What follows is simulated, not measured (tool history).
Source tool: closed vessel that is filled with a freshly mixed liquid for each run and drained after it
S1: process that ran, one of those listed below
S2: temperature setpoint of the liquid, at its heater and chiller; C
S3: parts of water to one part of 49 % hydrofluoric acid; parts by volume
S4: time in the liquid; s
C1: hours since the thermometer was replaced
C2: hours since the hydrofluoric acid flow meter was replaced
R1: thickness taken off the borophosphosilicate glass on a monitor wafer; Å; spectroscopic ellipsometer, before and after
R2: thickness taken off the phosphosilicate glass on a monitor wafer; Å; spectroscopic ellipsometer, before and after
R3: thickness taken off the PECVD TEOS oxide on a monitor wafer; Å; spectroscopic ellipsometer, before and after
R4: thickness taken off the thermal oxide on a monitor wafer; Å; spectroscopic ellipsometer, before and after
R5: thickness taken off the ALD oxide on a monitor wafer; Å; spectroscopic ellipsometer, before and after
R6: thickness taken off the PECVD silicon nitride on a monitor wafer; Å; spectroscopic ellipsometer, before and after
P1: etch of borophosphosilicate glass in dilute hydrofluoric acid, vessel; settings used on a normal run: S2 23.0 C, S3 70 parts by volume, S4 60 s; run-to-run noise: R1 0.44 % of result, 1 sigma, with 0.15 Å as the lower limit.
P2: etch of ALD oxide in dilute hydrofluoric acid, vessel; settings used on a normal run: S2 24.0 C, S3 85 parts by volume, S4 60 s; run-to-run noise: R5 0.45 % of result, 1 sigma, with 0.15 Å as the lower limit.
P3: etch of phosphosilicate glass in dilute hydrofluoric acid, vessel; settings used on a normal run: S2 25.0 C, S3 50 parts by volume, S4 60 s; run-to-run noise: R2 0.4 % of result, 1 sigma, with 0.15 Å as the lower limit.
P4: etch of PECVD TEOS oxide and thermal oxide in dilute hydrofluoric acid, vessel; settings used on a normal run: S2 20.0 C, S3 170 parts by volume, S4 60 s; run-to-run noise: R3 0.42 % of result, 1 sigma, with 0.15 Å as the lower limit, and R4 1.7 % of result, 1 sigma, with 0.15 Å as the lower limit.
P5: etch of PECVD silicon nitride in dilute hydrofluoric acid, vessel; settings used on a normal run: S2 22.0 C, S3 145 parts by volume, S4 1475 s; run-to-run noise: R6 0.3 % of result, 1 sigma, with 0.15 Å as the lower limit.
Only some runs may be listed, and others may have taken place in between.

| run | hour | S1 | S2 | S3 | S4 | C1 | C2 | R1 | R2 | R3 | R4 | R5 | R6 |
|---|---|---|---|---|---|---|---|---|---|---|---|---|---|
| 1 | 10.4 | P1 | 23.0 | 70 | 60 | 218.8 | 619.4 | 692.95 |  |  |  |  |  |
| 2 | 16.6 | P1 | 17.0 | 70 | 60 | 225.0 | 625.6 | 530.59 |  |  |  |  |  |
| 3 | 24.0 | P3 | 25.0 | 50 | 60 | 232.4 | 633.0 |  | 1378.0 |  |  |  |  |
|  | 33.4 | hydrofluoric acid flow meter replaced |
| 4 | 34.3 | P1 | 23.0 | 70 | 60 | 242.7 | 0.9 | 688.35 |  |  |  |  |  |
| 5 | 41.7 | P1 | 23.0 | 70 | 60 | 250.1 | 8.3 | 688.46 |  |  |  |  |  |
| 6 | 53.7 | P1 | 23.0 | 70 | 60 | 262.1 | 20.3 | 690.02 |  |  |  |  |  |
| 7 | 61.9 | P4 | 20.0 | 170 | 95 | 270.3 | 28.5 |  |  | 105.750 | 20.477 |  |  |
| 8 | 67.5 | P4 | 20.0 | 50 | 60 | 275.9 | 34.1 |  |  | 261.590 | 51.125 |  |  |
| 9 | 73.0 | P1 | 23.0 | 100 | 60 | 281.4 | 39.6 | 466.84 |  |  |  |  |  |
| 10 | 79.4 | P4 | 20.0 | 170 | 60 | 287.8 | 46.0 |  |  | 66.671 | 12.948 |  |  |
| 11 | 86.3 | P4 | 28.0 | 170 | 60 | 294.7 | 52.9 |  |  | 90.232 | 18.526 |  |  |
| 12 | 92.5 | P2 | 24.0 | 30 | 60 | 300.9 | 59.1 |  |  |  |  | 558.220 |  |
| 13 | 100.0 | P5 | 22.0 | 145 | 2290 | 308.4 | 66.6 |  |  |  |  |  | 662.68 |
| 14 | 112.3 | P1 | 23.0 | 20 | 60 | 320.7 | 78.9 | 2556.50 |  |  |  |  |  |
| 15 | 124.1 | P1 | 23.0 | 70 | 60 | 332.5 | 90.7 | 690.51 |  |  |  |  |  |
| 16 | 136.7 | P1 | 28.5 | 70 | 60 | 345.1 | 103.3 | 855.58 |  |  |  |  |  |
| 17 | 146.8 | P1 | 28.5 | 45 | 60 | 355.2 | 113.4 | 1383.10 |  |  |  |  |  |
| 18 | 152.6 | P1 | 23.0 | 70 | 30 | 361.0 | 119.2 | 346.38 |  |  |  |  |  |
| 19 | 164.1 | P2 | 30.5 | 85 | 60 | 372.5 | 130.7 |  |  |  |  | 238.540 |  |
| 20 | 175.9 | P2 | 24.0 | 85 | 30 | 384.3 | 142.5 |  |  |  |  | 91.383 |  |
| 21 | 181.9 | P1 | 23.0 | 70 | 60 | 390.3 | 148.5 | 691.20 |  |  |  |  |  |
| 22 | 193.2 | P3 | 21.0 | 50 | 60 | 401.6 | 159.8 |  | 1159.0 |  |  |  |  |
| 23 | 199.8 | P2 | 24.0 | 85 | 60 | 408.2 | 166.4 |  |  |  |  | 184.690 |  |
| 24 | 209.2 | P5 | 26.5 | 145 | 1475 | 417.6 | 175.8 |  |  |  |  |  | 569.70 |
| 25 | 219.6 | P1 | 23.0 | 70 | 90 | 428.0 | 186.2 | 1033.10 |  |  |  |  |  |
| 26 | 226.5 | P1 | 17.0 | 70 | 30 | 434.9 | 193.1 | 268.55 |  |  |  |  |  |
| 27 | 234.7 | P5 | 22.0 | 60 | 1475 | 443.1 | 201.3 |  |  |  |  |  | 1017.50 |
| 28 | 245.4 | P3 | 25.0 | 20 | 60 | 453.8 | 212.0 |  | 3593.1 |  |  |  |  |
| 29 | 252.5 | P5 | 22.0 | 145 | 1475 | 460.9 | 219.1 |  |  |  |  |  | 425.47 |
| 30 | 263.0 | P1 | 23.0 | 115 | 110 | 471.4 | 229.6 | 730.31 |  |  |  |  |  |
| 31 | 274.9 | P4 | 20.0 | 170 | 60 | 483.3 | 241.5 |  |  | 66.785 | 12.868 |  |  |
| 32 | 286.3 | P2 | 24.0 | 85 | 60 | 494.7 | 252.9 |  |  |  |  | 182.850 |  |
| 33 | 292.7 | P3 | 25.0 | 50 | 90 | 501.1 | 259.3 |  | 2053.6 |  |  |  |  |
| 34 | 303.5 | P1 | 23.0 | 70 | 60 | 511.9 | 270.1 | 686.30 |  |  |  |  |  |
| 35 | 315.6 | P1 | 23.0 | 70 | 60 | 524.0 | 282.2 | 665.07 |  |  |  |  |  |
| 36 | 326.2 | P1 | 23.0 | 70 | 60 | 534.6 | 292.8 | 652.34 |  |  |  |  |  |
| 37 | 337.6 | P1 | 23.0 | 70 | 60 | 546.0 | 304.2 | 638.36 |  |  |  |  |  |
| 38 | 347.6 | P1 | 23.0 | 70 | 60 | 556.0 | 314.2 | 636.33 |  |  |  |  |  |
| 39 | 353.9 | P1 | 23.0 | 70 | 60 | 562.3 | 320.5 | 636.44 |  |  |  |  |  |
| 40 | 361.8 | P1 | 23.0 | 70 | 60 | 570.2 | 328.4 | 634.57 |  |  |  |  |  |

Predict the results of run 41:
| 41 | 373.8 | P1 | 23.0 | 70 | 60 | 582.2 | 340.4 | ? |  |  |  |  |  |

R1: 625.00 Å
